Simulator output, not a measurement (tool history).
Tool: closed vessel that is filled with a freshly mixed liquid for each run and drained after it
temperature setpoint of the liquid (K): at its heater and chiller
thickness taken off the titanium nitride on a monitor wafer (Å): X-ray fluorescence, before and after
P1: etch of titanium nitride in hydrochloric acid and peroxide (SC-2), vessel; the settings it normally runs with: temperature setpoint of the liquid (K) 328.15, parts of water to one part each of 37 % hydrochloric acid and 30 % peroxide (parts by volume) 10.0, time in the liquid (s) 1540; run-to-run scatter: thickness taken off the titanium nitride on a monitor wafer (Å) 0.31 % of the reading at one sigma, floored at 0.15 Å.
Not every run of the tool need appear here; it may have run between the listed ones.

| run | hour | temperature setpoint of the liquid (K) | parts of water to one part each of 37 % hydrochloric acid and 30 % peroxide (parts by volume) | time in the liquid (s) | thickness taken off the titanium nitride on a monitor wafer (Å) |
|---|---|---|---|---|---|
| 1 | 10.3 | 328.15 | 10.0 | 1540 | 302.690 |
| 2 | 21.0 | 328.15 | 10.0 | 1540 | 302.600 |
| 3 | 28.0 | 314.65 | 15.5 | 1540 | 83.156 |
| 4 | 36.3 | 328.15 | 10.0 | 1540 | 302.290 |
| 5 | 46.8 | 328.15 | 10.0 | 2840 | 554.830 |
| 6 | 55.6 | 328.15 | 4.0 | 1540 | 604.140 |
| 7 | 66.7 | 340.65 | 10.0 | 1540 | 657.990 |
| 8 | 76.8 | 328.15 | 10.0 | 30 | 5.793 |
| 9 | 82.9 | 328.15 | 10.0 | 1540 | 301.750 |
| 10 | 91.0 | 317.15 | 10.0 | 1540 | 144.850 |
| 11 | 98.7 | 328.15 | 18.0 | 1540 | 180.790 |
| 12 | 109.9 | 328.15 | 10.0 | 1540 | 302.080 |

Forecast run 13:
| 13 | 117.0 | 328.15 | 10.0 | 1540 | ? |

thickness taken off the titanium nitride on a monitor wafer (Å): 311.120

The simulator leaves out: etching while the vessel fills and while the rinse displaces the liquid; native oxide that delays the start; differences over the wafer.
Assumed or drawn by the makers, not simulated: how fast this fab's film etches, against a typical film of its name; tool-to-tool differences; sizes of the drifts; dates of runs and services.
